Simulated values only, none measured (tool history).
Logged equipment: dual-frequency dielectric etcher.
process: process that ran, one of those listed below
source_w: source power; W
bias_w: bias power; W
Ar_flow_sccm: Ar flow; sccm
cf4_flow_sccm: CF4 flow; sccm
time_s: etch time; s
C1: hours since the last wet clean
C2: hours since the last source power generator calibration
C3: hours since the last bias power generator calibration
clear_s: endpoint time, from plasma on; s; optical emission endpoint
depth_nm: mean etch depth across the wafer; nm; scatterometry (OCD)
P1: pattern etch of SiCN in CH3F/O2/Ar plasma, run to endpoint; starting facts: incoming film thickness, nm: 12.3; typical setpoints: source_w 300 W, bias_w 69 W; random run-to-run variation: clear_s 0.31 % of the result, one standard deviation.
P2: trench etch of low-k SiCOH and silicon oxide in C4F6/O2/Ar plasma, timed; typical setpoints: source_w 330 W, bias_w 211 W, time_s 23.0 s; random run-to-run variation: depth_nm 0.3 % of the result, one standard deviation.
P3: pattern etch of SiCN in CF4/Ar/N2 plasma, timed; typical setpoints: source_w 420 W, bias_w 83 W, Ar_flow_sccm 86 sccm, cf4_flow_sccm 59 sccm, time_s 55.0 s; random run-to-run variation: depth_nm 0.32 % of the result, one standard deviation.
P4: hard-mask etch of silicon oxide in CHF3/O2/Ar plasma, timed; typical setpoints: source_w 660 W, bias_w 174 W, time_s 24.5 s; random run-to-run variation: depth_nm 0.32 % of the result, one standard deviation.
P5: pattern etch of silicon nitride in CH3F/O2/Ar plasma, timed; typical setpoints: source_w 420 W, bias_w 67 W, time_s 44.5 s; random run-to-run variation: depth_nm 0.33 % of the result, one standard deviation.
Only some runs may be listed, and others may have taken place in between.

Run 1, hour 8.5: process P1, source_w 300 W, bias_w 69 W; C1 144.7; C2 988.5; C3 1592.7. Result: clear_s 37.832 s.
Run 2, hour 25.3: process P3, source_w 340 W, bias_w 83 W, Ar_flow_sccm 86 sccm, cf4_flow_sccm 59 sccm, time_s 55.0 s; C1 161.5; C2 1005.3; C3 1609.5. Result: depth_nm 38.800 nm.
Run 3, hour 34.2: process P1, source_w 300 W, bias_w 69 W; C1 170.4; C2 1014.2; C3 1618.4. Result: clear_s 37.844 s.
Run 4, hour 43.3: process P2, source_w 270 W, bias_w 211 W, time_s 23.0 s; C1 179.5; C2 1023.3; C3 1627.5. Result: depth_nm 64.946 nm.
Run 5, hour 59.4: process P1, source_w 230 W, bias_w 92 W; C1 195.6; C2 1039.4; C3 1643.6. Result: clear_s 37.604 s.
Run 6, hour 74.3: process P4, source_w 660 W, bias_w 244 W, time_s 24.5 s; C1 210.5; C2 1054.3; C3 1658.5. Result: depth_nm 54.272 nm.
Run 7, hour 93.3: process P1, source_w 300 W, bias_w 53 W; C1 229.5; C2 1073.3; C3 1677.5. Result: clear_s 41.823 s.
Run 8, hour 109.5: process P1, source_w 300 W, bias_w 82 W; C1 245.7; C2 1089.5; C3 1693.7. Result: clear_s 35.654 s.
Run 9, hour 118.2: process P4, source_w 660 W, bias_w 174 W, time_s 24.5 s; C1 254.4; C2 1098.2; C3 1702.4. Result: depth_nm 48.386 nm.
Run 10, hour 135.4: process P3, source_w 420 W, bias_w 83 W, Ar_flow_sccm 86 sccm, cf4_flow_sccm 59 sccm, time_s 30.5 s; C1 271.6; C2 1115.4; C3 1719.6. Result: depth_nm 26.007 nm.
Run 11, hour 152.2: process P5, source_w 420 W, bias_w 67 W, time_s 44.5 s; C1 288.4; C2 1132.2; C3 1736.4. Result: depth_nm 30.701 nm.
Run 12, hour 160.7: process P2, source_w 330 W, bias_w 211 W, time_s 23.0 s; C1 296.9; C2 1140.7; C3 1744.9. Result: depth_nm 70.656 nm.
Run 13, hour 175.0: process P1, source_w 360 W, bias_w 69 W; C1 311.2; C2 1155.0; C3 1759.2. Result: clear_s 35.567 s.
Run 14, hour 190.2: process P5, source_w 420 W, bias_w 67 W, time_s 44.5 s; C1 326.4; C2 1170.2; C3 1774.4. Result: depth_nm 30.641 nm.
Run 15, hour 208.9: process P2, source_w 330 W, bias_w 211 W, time_s 23.0 s; C1 345.1; C2 1188.9; C3 1793.1. Result: depth_nm 70.755 nm.
Run 16, hour 222.1: process P3, source_w 420 W, bias_w 83 W, Ar_flow_sccm 86 sccm, cf4_flow_sccm 73 sccm, time_s 55.0 s; C1 358.3; C2 1202.1; C3 1806.3. Result: depth_nm 48.440 nm.
Run 17, hour 231.4: process P1, source_w 300 W, bias_w 69 W; C1 367.6; C2 1211.4; C3 1815.6. Result: clear_s 37.937 s.
Run 18, hour 244.0: process P2, source_w 330 W, bias_w 271 W, time_s 23.0 s; C1 380.2; C2 1224.0; C3 1828.2. Result: depth_nm 76.968 nm.
Run 19, hour 258.8: process P4, source_w 520 W, bias_w 174 W, time_s 24.5 s; C1 395.0; C2 1238.8; C3 1843.0. Result: depth_nm 44.214 nm.
Run 20, hour 277.7: process P1, source_w 300 W, bias_w 69 W; C1 413.9; C2 1257.7; C3 1861.9. Result: clear_s 37.851 s.
Run 21, hour 287.5: process P1, source_w 300 W, bias_w 69 W; C1 423.7; C2 1267.5; C3 1871.7. Result: clear_s 37.906 s.
Run 22, hour 302.6: process P3, source_w 420 W, bias_w 83 W, Ar_flow_sccm 62 sccm, cf4_flow_sccm 59 sccm, time_s 55.0 s; C1 438.8; C2 1282.6; C3 1886.8. Result: depth_nm 49.081 nm.
Run 23, hour 316.3: process P3, source_w 420 W, bias_w 61 W, Ar_flow_sccm 86 sccm, cf4_flow_sccm 59 sccm, time_s 55.0 s; C1 452.5; C2 1296.3; C3 1900.5. Result: depth_nm 42.077 nm.
Run 24, hour 331.7: process P1, source_w 300 W, bias_w 69 W; C1 467.9; C2 1311.7; C3 1915.9. Result: clear_s 37.985 s.
Run 25, hour 350.8: process P1, source_w 210 W, bias_w 69 W; C1 487.0; C2 1330.8; C3 1935.0. Result: clear_s 43.386 s.
Run 26, hour 365.4: process P5, source_w 560 W, bias_w 67 W, time_s 44.5 s; C1 501.6; C2 1345.4; C3 1949.6. Result: depth_nm 34.249 nm.
Run 27, hour 377.2: process P3, source_w 420 W, bias_w 83 W, Ar_flow_sccm 86 sccm, cf4_flow_sccm 59 sccm, time_s 55.0 s; C1 513.4; C2 1357.2; C3 1961.4. Result: depth_nm 46.612 nm.
Run 28, hour 395.6: process P5, source_w 420 W, bias_w 67 W, time_s 57.0 s; C1 531.8; C2 1375.6; C3 1979.8. Result: depth_nm 39.444 nm.
Run 29, hour 407.1: process P2, source_w 330 W, bias_w 211 W, time_s 14.0 s; C1 543.3; C2 1387.1; C3 1991.3. Result: depth_nm 42.836 nm.
Run 30, hour 421.5: process P1, source_w 200 W, bias_w 81 W; C1 557.7; C2 1401.5; C3 2005.7. Result: clear_s 41.630 s.
Run 31, hour 430.7: process P5, source_w 420 W, bias_w 53 W, time_s 44.5 s; C1 566.9; C2 1410.7; C3 2014.9. Result: depth_nm 28.677 nm.
Run 32, hour 446.6: process P1, source_w 300 W, bias_w 69 W; C1 582.8; C2 1426.6; C3 2030.8. Result: clear_s 38.158 s.
Run 33, hour 465.3: process P4, source_w 660 W, bias_w 174 W, time_s 14.5 s; C1 601.5; C2 1445.3; C3 2049.5. Result: depth_nm 28.715 nm.
Run 34, hour 477.2: process P4, source_w 660 W, bias_w 174 W, time_s 24.5 s; C1 613.4; C2 1457.2; C3 2061.4. Result: depth_nm 48.670 nm.
Run 35, hour 488.2: process P1, source_w 300 W, bias_w 69 W; C1 624.4; C2 1468.2; C3 2072.4. Result: clear_s 38.065 s.
Run 36, hour 502.4: process P1, source_w 300 W, bias_w 69 W; C1 638.6; C2 1482.4; C3 2086.6. Result: clear_s 37.710 s.
Run 37, hour 518.0: process P1, source_w 300 W, bias_w 69 W; C1 654.2; C2 1498.0; C3 2102.2. Result: clear_s 37.458 s.
Run 38, hour 536.7: process P1, source_w 300 W, bias_w 69 W; C1 672.9; C2 1516.7; C3 2120.9. Result: clear_s 37.532 s.
Run 39, hour 555.2: process P1, source_w 300 W, bias_w 69 W; C1 691.4; C2 1535.2; C3 2139.4. Result: clear_s 37.371 s.
Run 40, hour 566.3: process P1, source_w 300 W, bias_w 69 W; C1 702.5; C2 1546.3; C3 2150.5. Result: clear_s 37.312 s.
At hour 576.2: wet clean of the chamber.
Run 41, hour 582.4: process P1, source_w 300 W, bias_w 69 W; C1 6.2; C2 1562.4; C3 2166.6. Result: clear_s 37.450 s.
Run 42, hour 598.1: process P1, source_w 300 W, bias_w 69 W; C1 21.9; C2 1578.1; C3 2182.3. Result: clear_s 37.318 s.
Run 43, hour 610.4: process P1, source_w 300 W, bias_w 69 W; C1 34.2; C2 1590.4; C3 2194.6. Result: clear_s 37.446 s.

P1 no longer gives what it gave before; its output has crept away from where it was. The following 2 causes, each at its listed size, fit the log equally well:
A: source power that arrives over what is set, % = 4.28
B: bias power that arrives over what is set, % = 4.47
The drift started at roughly hour 488.2.
Ruled out, with reasons:
chamber walls in a state that raises the etch rate, %: serviced at hour 576.2, which brought nothing back

Each of the check runs listed below is run on 2 wafers and reports their average, with the results left as question marks. Pick the one under which the possible causes would lead to clearly different results.
Run check 1, hour 622.7: process P4, source_w 660 W, bias_w 174 W, time_s 24.5 s. Result: depth_nm ?.
Run check 2, hour 622.7: process P2, source_w 330 W, bias_w 211 W, time_s 23.0 s. Result: depth_nm ?.
Run check 3, hour 622.7: process P5, source_w 420 W, bias_w 67 W, time_s 44.5 s. Result: depth_nm ?.
Run check 4, hour 622.7: process P3, source_w 420 W, bias_w 83 W, Ar_flow_sccm 86 sccm, cf4_flow_sccm 59 sccm, time_s 55.0 s. Result: depth_nm ?.

What every check run would give for each of its results, assuming each possible cause in turn:
  check    result    if A    if B
check 1  depth_nm  49.303  49.228
check 2  depth_nm  71.600  71.487
check 3  depth_nm  31.315  31.276
check 4  depth_nm  48.507  47.505
Per check, the gap between the least separated pair of causes, taken in the result that splits them most: check 1 0.15 %; check 2 0.16 %; check 3 0.12 %; check 4 2.09 %
Only check 4 tells the causes apart: in the others they would give nearly the same result.

Here is what check 4 returned: depth_nm 47.688 nm. Which cause is it?

Of the candidate causes, it is B: bias power that arrives over what is set, %.

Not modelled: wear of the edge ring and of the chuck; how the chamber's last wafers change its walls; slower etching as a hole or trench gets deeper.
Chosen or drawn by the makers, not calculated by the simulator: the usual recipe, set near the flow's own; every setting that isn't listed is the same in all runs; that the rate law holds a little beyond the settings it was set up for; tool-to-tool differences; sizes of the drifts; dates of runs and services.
